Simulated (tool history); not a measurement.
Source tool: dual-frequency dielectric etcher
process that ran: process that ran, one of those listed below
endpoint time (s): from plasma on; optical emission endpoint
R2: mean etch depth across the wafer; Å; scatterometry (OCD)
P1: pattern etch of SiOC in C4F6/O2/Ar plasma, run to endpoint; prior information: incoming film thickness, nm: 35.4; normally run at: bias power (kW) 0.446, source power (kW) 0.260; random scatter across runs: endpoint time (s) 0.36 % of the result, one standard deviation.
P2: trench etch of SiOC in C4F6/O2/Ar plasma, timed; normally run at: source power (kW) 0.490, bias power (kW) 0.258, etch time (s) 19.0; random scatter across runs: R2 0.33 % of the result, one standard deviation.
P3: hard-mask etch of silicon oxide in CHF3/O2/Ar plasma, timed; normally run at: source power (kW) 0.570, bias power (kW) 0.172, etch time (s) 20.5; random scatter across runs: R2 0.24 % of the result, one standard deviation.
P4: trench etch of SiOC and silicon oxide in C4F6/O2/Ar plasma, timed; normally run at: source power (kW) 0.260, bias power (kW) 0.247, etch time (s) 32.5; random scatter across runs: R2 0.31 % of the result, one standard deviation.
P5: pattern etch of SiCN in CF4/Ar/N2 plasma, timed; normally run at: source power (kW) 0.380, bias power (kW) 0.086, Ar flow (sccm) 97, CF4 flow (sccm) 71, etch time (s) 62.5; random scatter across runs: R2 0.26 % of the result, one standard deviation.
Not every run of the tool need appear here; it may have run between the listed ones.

{"run": 1, "hour": 8.2, "process that ran": "P1", "bias power (kW)": 0.446, "source power (kW)": 0.26, "endpoint time (s)": 14.277}
{"run": 2, "hour": 18.8, "process that ran": "P1", "bias power (kW)": 0.446, "source power (kW)": 0.26, "endpoint time (s)": 14.247}
{"run": 3, "hour": 26.3, "process that ran": "P3", "bias power (kW)": 0.172, "source power (kW)": 0.46, "etch time (s)": 20.5, "R2": 359.35}
{"run": 4, "hour": 36.0, "process that ran": "P3", "bias power (kW)": 0.172, "source power (kW)": 0.57, "etch time (s)": 20.5, "R2": 390.83}
{"hour": 39.6, "done": "wet clean of the chamber"}
{"run": 5, "hour": 48.5, "process that ran": "P1", "bias power (kW)": 0.446, "source power (kW)": 0.26, "endpoint time (s)": 14.279}
{"run": 6, "hour": 56.0, "process that ran": "P3", "bias power (kW)": 0.172, "source power (kW)": 0.57, "etch time (s)": 12.0, "R2": 227.83}
{"run": 7, "hour": 68.8, "process that ran": "P1", "bias power (kW)": 0.446, "source power (kW)": 0.31, "endpoint time (s)": 13.367}
{"run": 8, "hour": 77.0, "process that ran": "P5", "bias power (kW)": 0.086, "source power (kW)": 0.38, "etch time (s)": 88.5, "Ar flow (sccm)": 97, "CF4 flow (sccm)": 71, "R2": 688.85}
{"run": 9, "hour": 87.2, "process that ran": "P2", "bias power (kW)": 0.258, "source power (kW)": 0.49, "etch time (s)": 13.0, "R2": 328.41}
{"run": 10, "hour": 97.2, "process that ran": "P4", "bias power (kW)": 0.247, "source power (kW)": 0.19, "etch time (s)": 32.5, "R2": 538.68}
{"run": 11, "hour": 105.9, "process that ran": "P2", "bias power (kW)": 0.258, "source power (kW)": 0.34, "etch time (s)": 19.0, "R2": 417.38}
{"run": 12, "hour": 119.1, "process that ran": "P5", "bias power (kW)": 0.086, "source power (kW)": 0.38, "etch time (s)": 62.5, "Ar flow (sccm)": 75, "CF4 flow (sccm)": 71, "R2": 503.13}
{"run": 13, "hour": 126.8, "process that ran": "P2", "bias power (kW)": 0.356, "source power (kW)": 0.49, "etch time (s)": 19.0, "R2": 534.92}
{"run": 14, "hour": 133.8, "process that ran": "P1", "bias power (kW)": 0.326, "source power (kW)": 0.26, "endpoint time (s)": 15.917}
{"run": 15, "hour": 140.9, "process that ran": "P2", "bias power (kW)": 0.258, "source power (kW)": 0.49, "etch time (s)": 19.0, "R2": 477.68}
{"hour": 149.6, "done": "source power generator calibrated"}
{"run": 16, "hour": 150.2, "process that ran": "P1", "bias power (kW)": 0.446, "source power (kW)": 0.26, "endpoint time (s)": 14.282}
{"run": 17, "hour": 160.0, "process that ran": "P1", "bias power (kW)": 0.582, "source power (kW)": 0.34, "endpoint time (s)": 11.535}
{"run": 18, "hour": 168.4, "process that ran": "P5", "bias power (kW)": 0.086, "source power (kW)": 0.38, "etch time (s)": 62.5, "Ar flow (sccm)": 97, "CF4 flow (sccm)": 71, "R2": 485.66}
{"run": 19, "hour": 176.3, "process that ran": "P2", "bias power (kW)": 0.258, "source power (kW)": 0.49, "etch time (s)": 19.0, "R2": 481.07}
{"run": 20, "hour": 183.7, "process that ran": "P5", "bias power (kW)": 0.059, "source power (kW)": 0.38, "etch time (s)": 62.5, "Ar flow (sccm)": 97, "CF4 flow (sccm)": 71, "R2": 426.32}
{"run": 21, "hour": 197.4, "process that ran": "P5", "bias power (kW)": 0.086, "source power (kW)": 0.28, "etch time (s)": 62.5, "Ar flow (sccm)": 97, "CF4 flow (sccm)": 71, "R2": 372.68}
{"run": 22, "hour": 206.0, "process that ran": "P4", "bias power (kW)": 0.165, "source power (kW)": 0.26, "etch time (s)": 32.5, "R2": 530.22}
{"run": 23, "hour": 218.2, "process that ran": "P1", "bias power (kW)": 0.31, "source power (kW)": 0.32, "endpoint time (s)": 15.062}
{"run": 24, "hour": 231.9, "process that ran": "P3", "bias power (kW)": 0.172, "source power (kW)": 0.57, "etch time (s)": 20.5, "R2": 389.33}
{"run": 25, "hour": 240.1, "process that ran": "P1", "bias power (kW)": 0.534, "source power (kW)": 0.26, "endpoint time (s)": 13.278}
{"run": 26, "hour": 252.9, "process that ran": "P5", "bias power (kW)": 0.086, "source power (kW)": 0.38, "etch time (s)": 62.5, "Ar flow (sccm)": 97, "CF4 flow (sccm)": 54, "R2": 466.84}
{"run": 27, "hour": 264.9, "process that ran": "P5", "bias power (kW)": 0.086, "source power (kW)": 0.38, "etch time (s)": 62.5, "Ar flow (sccm)": 97, "CF4 flow (sccm)": 71, "R2": 485.77}
{"run": 28, "hour": 278.3, "process that ran": "P1", "bias power (kW)": 0.446, "source power (kW)": 0.17, "endpoint time (s)": 16.517}
{"run": 29, "hour": 289.6, "process that ran": "P1", "bias power (kW)": 0.446, "source power (kW)": 0.26, "endpoint time (s)": 14.194}
{"run": 30, "hour": 299.3, "process that ran": "P4", "bias power (kW)": 0.247, "source power (kW)": 0.26, "etch time (s)": 32.5, "R2": 606.0}
{"run": 31, "hour": 308.4, "process that ran": "P1", "bias power (kW)": 0.309, "source power (kW)": 0.2, "endpoint time (s)": 17.964}
{"run": 32, "hour": 318.3, "process that ran": "P4", "bias power (kW)": 0.247, "source power (kW)": 0.26, "etch time (s)": 32.5, "R2": 603.29}
{"run": 33, "hour": 330.6, "process that ran": "P1", "bias power (kW)": 0.446, "source power (kW)": 0.26, "endpoint time (s)": 14.279}
{"run": 34, "hour": 338.4, "process that ran": "P3", "bias power (kW)": 0.225, "source power (kW)": 0.57, "etch time (s)": 20.5, "R2": 427.68}
{"run": 35, "hour": 352.1, "process that ran": "P4", "bias power (kW)": 0.247, "source power (kW)": 0.26, "etch time (s)": 20.0, "R2": 373.11}
{"run": 36, "hour": 362.1, "process that ran": "P1", "bias power (kW)": 0.446, "source power (kW)": 0.26, "endpoint time (s)": 14.216}
{"run": 37, "hour": 372.6, "process that ran": "P1", "bias power (kW)": 0.446, "source power (kW)": 0.26, "endpoint time (s)": 14.203}
{"run": 38, "hour": 382.6, "process that ran": "P1", "bias power (kW)": 0.446, "source power (kW)": 0.26, "endpoint time (s)": 14.323}
{"run": 39, "hour": 393.2, "process that ran": "P1", "bias power (kW)": 0.446, "source power (kW)": 0.26, "endpoint time (s)": 14.308}
{"hour": 406.6, "done": "wet clean of the chamber"}
{"run": 40, "hour": 406.7, "process that ran": "P1", "bias power (kW)": 0.446, "source power (kW)": 0.26, "endpoint time (s)": 14.4}
{"run": 41, "hour": 417.1, "process that ran": "P1", "bias power (kW)": 0.446, "source power (kW)": 0.26, "endpoint time (s)": 14.414}
{"run": 42, "hour": 427.8, "process that ran": "P1", "bias power (kW)": 0.446, "source power (kW)": 0.26, "endpoint time (s)": 14.503}
{"run": 43, "hour": 441.3, "process that ran": "P1", "bias power (kW)": 0.446, "source power (kW)": 0.26, "endpoint time (s)": 14.465}
{"run": 44, "hour": 447.8, "process that ran": "P1", "bias power (kW)": 0.446, "source power (kW)": 0.26, "endpoint time (s)": 14.565}
{"run": 45, "hour": 457.5, "process that ran": "P1", "bias power (kW)": 0.446, "source power (kW)": 0.26, "endpoint time (s)": 14.626}
{"run": 46, "hour": 466.2, "process that ran": "P1", "bias power (kW)": 0.446, "source power (kW)": 0.26, "endpoint time (s)": 14.547}

Compared with where it was, what P1 gives has crept away. Each cause listed below fits the log as well as the rest, at the size given for it:
A: source power that arrives under what is set, % = 4.82
B: bias power that arrives under what is set, % = 4.74
Onset of the creep was near hour 372.6.
Excluded causes, each with its reason:
chamber walls in a state that lowers the etch rate, %: serviced at hour 406.6, after the change had begun; the process did not return to its earlier output

Below are 4 check runs, each on a single wafer, with their results shown as question marks. Which of them would tell the listed causes apart, meaning the causes would give clearly different results under it?
{"run": "check 1", "hour": 474.9, "process that ran": "P4", "bias power (kW)": 0.194, "source power (kW)": 0.26, "etch time (s)": 21.5, "R2": "?"}
{"run": "check 2", "hour": 474.9, "process that ran": "P2", "bias power (kW)": 0.332, "source power (kW)": 0.38, "etch time (s)": 19.0, "R2": "?"}
{"run": "check 3", "hour": 474.9, "process that ran": "P5", "bias power (kW)": 0.061, "source power (kW)": 0.38, "etch time (s)": 85.0, "Ar flow (sccm)": 97, "CF4 flow (sccm)": 71, "R2": "?"}
{"run": "check 4", "hour": 474.9, "process that ran": "P3", "bias power (kW)": 0.206, "source power (kW)": 0.46, "etch time (s)": 20.5, "R2": "?"}

Outcome of each check run for each possible cause:
check=check_1 result=R2 if_A=363.19 if_B=364.26
check=check_2 result=R2 if_A=465.85 if_B=466.46
check=check_3 result=R2 if_A=561.08 if_B=576.60
check=check_4 result=R2 if_A=375.01 if_B=375.63
Per-check spread between the two closest causes, in the result where they differ most: check 1 0.29 %; check 2 0.13 %; check 3 2.73 %; check 4 0.17 %
Only check 3 tells the causes apart: in the others they would give nearly the same result.

The results of check 3 are: R2 561.78 Å. Based on these, which of the listed causes is it?

It was cause A: source power that arrives under what is set, %.
